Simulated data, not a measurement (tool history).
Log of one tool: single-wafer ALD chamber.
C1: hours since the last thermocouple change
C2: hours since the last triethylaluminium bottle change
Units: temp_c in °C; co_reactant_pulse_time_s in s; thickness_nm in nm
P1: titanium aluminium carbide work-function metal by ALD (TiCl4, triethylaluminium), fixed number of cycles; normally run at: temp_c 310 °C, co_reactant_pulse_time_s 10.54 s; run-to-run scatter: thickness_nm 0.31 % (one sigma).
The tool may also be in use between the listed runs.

{"run": 1, "hour": 5.5, "temp_c": 310, "co_reactant_pulse_time_s": 10.54, "C1": 956.9, "C2": 205.7, "thickness_nm": 2.0976}
{"run": 2, "hour": 8.5, "temp_c": 310, "co_reactant_pulse_time_s": 10.54, "C1": 959.9, "C2": 208.7, "thickness_nm": 2.1099}
{"run": 3, "hour": 15.3, "temp_c": 287, "co_reactant_pulse_time_s": 10.54, "C1": 966.7, "C2": 215.5, "thickness_nm": 1.9093}
{"run": 4, "hour": 18.9, "temp_c": 310, "co_reactant_pulse_time_s": 10.54, "C1": 970.3, "C2": 219.1, "thickness_nm": 2.1046}
{"hour": 20.7, "done": "thermocouple changed; heater temperature recalibrated"}
{"run": 5, "hour": 23.7, "temp_c": 328, "co_reactant_pulse_time_s": 16.46, "C1": 3, "C2": 223.9, "thickness_nm": 2.3178}
{"run": 6, "hour": 28.3, "temp_c": 327, "co_reactant_pulse_time_s": 4.29, "C1": 7.6, "C2": 228.5, "thickness_nm": 1.7801}
{"run": 7, "hour": 31.6, "temp_c": 310, "co_reactant_pulse_time_s": 10.54, "C1": 10.9, "C2": 231.8, "thickness_nm": 2.0967}
{"run": 8, "hour": 37.2, "temp_c": 310, "co_reactant_pulse_time_s": 10.54, "C1": 16.5, "C2": 237.4, "thickness_nm": 2.1014}
{"run": 9, "hour": 43.7, "temp_c": 335, "co_reactant_pulse_time_s": 10.54, "C1": 23, "C2": 243.9, "thickness_nm": 2.3184}
{"run": 10, "hour": 48.5, "temp_c": 310, "co_reactant_pulse_time_s": 6.46, "C1": 27.8, "C2": 248.7, "thickness_nm": 1.9283}
{"run": 11, "hour": 52.8, "temp_c": 290, "co_reactant_pulse_time_s": 5.72, "C1": 32.1, "C2": 253, "thickness_nm": 1.6965}
{"run": 12, "hour": 59.6, "temp_c": 310, "co_reactant_pulse_time_s": 17.45, "C1": 38.9, "C2": 259.8, "thickness_nm": 2.1583}
{"run": 13, "hour": 64.2, "temp_c": 310, "co_reactant_pulse_time_s": 10.54, "C1": 43.5, "C2": 264.4, "thickness_nm": 2.0999}
{"run": 14, "hour": 69.5, "temp_c": 310, "co_reactant_pulse_time_s": 10.54, "C1": 48.8, "C2": 269.7, "thickness_nm": 2.0788}
{"run": 15, "hour": 74.0, "temp_c": 310, "co_reactant_pulse_time_s": 10.54, "C1": 53.3, "C2": 274.2, "thickness_nm": 2.0629}
{"run": 16, "hour": 80.4, "temp_c": 310, "co_reactant_pulse_time_s": 10.54, "C1": 59.7, "C2": 280.6, "thickness_nm": 2.0523}
{"run": 17, "hour": 84.2, "temp_c": 310, "co_reactant_pulse_time_s": 10.54, "C1": 63.5, "C2": 284.4, "thickness_nm": 2.0693}
{"run": 18, "hour": 88.8, "temp_c": 310, "co_reactant_pulse_time_s": 10.54, "C1": 68.1, "C2": 289, "thickness_nm": 2.0485}
{"run": 19, "hour": 93.2, "temp_c": 310, "co_reactant_pulse_time_s": 10.54, "C1": 72.5, "C2": 293.4, "thickness_nm": 2.0565}

What P1 gives has crept away from where it was. These 2 causes fit the log equally well, each at the size given:
A: wafer temperature below the value expected at the setpoint (K) = 5.72
B: triethylaluminium dose below that of a fresh bottle (%) = 17.4
The creep began at about hour 64.2.

4 check runs are offered, each on 2 wafers whose results are averaged, their results left as question marks. Which one tells the causes apart?
{"run": "check 1", "hour": 97.6, "temp_c": 288, "co_reactant_pulse_time_s": 10.54, "thickness_nm": "?"}
{"run": "check 2", "hour": 97.6, "temp_c": 295, "co_reactant_pulse_time_s": 10.54, "thickness_nm": "?"}
{"run": "check 3", "hour": 97.6, "temp_c": 294, "co_reactant_pulse_time_s": 10.54, "thickness_nm": "?"}
{"run": "check 4", "hour": 97.6, "temp_c": 291, "co_reactant_pulse_time_s": 17.18, "thickness_nm": "?"}

What each check would give under each cause:
check=check_1 result=thickness_nm if_A=1.8615 if_B=1.8652
check=check_2 result=thickness_nm if_A=1.922 if_B=1.9246
check=check_3 result=thickness_nm if_A=1.9133 if_B=1.9161
check=check_4 result=thickness_nm if_A=1.9334 if_B=1.9745
How far apart the two closest causes lie, in the result that separates them most: check 1 0.2 %; check 2 0.13 %; check 3 0.14 %; check 4 2.11 %
Check 4 tells the causes apart: in the others they would give nearly the same result.

Then check 4 was run and gave: thickness_nm 1.9809 nm. Which cause is it?

It is B: triethylaluminium dose below that of a fresh bottle (%).

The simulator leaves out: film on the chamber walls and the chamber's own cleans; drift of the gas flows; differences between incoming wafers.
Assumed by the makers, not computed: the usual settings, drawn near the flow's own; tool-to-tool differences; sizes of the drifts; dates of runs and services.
